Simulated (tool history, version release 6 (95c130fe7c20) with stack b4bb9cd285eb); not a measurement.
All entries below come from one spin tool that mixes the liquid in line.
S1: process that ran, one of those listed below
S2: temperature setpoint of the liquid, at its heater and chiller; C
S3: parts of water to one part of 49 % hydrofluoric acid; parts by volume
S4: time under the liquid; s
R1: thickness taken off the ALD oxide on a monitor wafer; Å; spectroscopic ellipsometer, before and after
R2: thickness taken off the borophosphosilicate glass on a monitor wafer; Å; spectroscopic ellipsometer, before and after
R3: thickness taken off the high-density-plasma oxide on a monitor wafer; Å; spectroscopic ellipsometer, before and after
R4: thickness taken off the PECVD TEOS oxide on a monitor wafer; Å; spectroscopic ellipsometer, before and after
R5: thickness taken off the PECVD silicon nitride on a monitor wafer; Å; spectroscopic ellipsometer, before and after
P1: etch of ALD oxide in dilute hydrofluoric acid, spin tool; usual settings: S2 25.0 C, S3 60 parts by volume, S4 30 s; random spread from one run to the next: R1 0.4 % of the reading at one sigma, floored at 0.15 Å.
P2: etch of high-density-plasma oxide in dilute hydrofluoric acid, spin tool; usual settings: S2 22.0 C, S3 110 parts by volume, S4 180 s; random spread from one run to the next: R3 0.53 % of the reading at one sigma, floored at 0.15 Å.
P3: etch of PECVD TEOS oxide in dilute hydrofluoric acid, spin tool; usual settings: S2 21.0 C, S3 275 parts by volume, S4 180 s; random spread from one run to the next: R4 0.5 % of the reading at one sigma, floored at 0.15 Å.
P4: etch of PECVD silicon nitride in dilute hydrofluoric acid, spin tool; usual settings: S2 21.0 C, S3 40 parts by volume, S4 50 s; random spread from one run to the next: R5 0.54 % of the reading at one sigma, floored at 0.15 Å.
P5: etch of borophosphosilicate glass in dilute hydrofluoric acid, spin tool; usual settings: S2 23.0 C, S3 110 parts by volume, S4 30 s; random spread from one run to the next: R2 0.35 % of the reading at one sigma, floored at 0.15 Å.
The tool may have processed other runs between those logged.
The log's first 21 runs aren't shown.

Run 22, hour 271.3: S1 P1, S2 25.0 C, S3 35 parts by volume, S4 30 s. Result: R1 202.020 Å.
Run 23, hour 282.0: S1 P4, S2 21.0 C, S3 40 parts by volume, S4 95 s. Result: R5 76.745 Å.
At hour 292.6: thermometer replaced.
Run 24, hour 294.3: S1 P1, S2 25.0 C, S3 60 parts by volume, S4 15 s. Result: R1 57.224 Å.
Run 25, hour 305.3: S1 P3, S2 21.0 C, S3 275 parts by volume, S4 60 s. Result: R4 42.186 Å.
Run 26, hour 318.0: S1 P5, S2 23.0 C, S3 110 parts by volume, S4 15 s. Result: R2 57.225 Å.
Run 27, hour 335.6: S1 P2, S2 22.0 C, S3 110 parts by volume, S4 180 s. Result: R3 88.774 Å.
Run 28, hour 350.8: S1 P1, S2 25.0 C, S3 60 parts by volume, S4 30 s. Result: R1 115.410 Å.
Run 29, hour 367.1: S1 P4, S2 21.0 C, S3 20 parts by volume, S4 50 s. Result: R5 78.350 Å.
Run 30, hour 374.9: S1 P1, S2 25.0 C, S3 60 parts by volume, S4 30 s. Result: R1 113.680 Å.
Run 31, hour 387.5: S1 P1, S2 25.0 C, S3 60 parts by volume, S4 30 s. Result: R1 110.900 Å.
Run 32, hour 403.0: S1 P1, S2 25.0 C, S3 60 parts by volume, S4 30 s. Result: R1 110.130 Å.
Run 33, hour 417.7: S1 P1, S2 25.0 C, S3 60 parts by volume, S4 30 s. Result: R1 108.570 Å.
Run 34, hour 431.1: S1 P1, S2 25.0 C, S3 60 parts by volume, S4 30 s. Result: R1 109.280 Å.
Run 35, hour 440.1: S1 P1, S2 25.0 C, S3 60 parts by volume, S4 30 s. Result: R1 107.460 Å.
Run 36, hour 454.0: S1 P1, S2 25.0 C, S3 60 parts by volume, S4 30 s. Result: R1 108.100 Å.

Run 37 has not been measured yet. What should we expect?
Run 37, hour 465.5: S1 P1, S2 25.0 C, S3 60 parts by volume, S4 30 s. Result: R1 ?.

R1: 108.120 Å
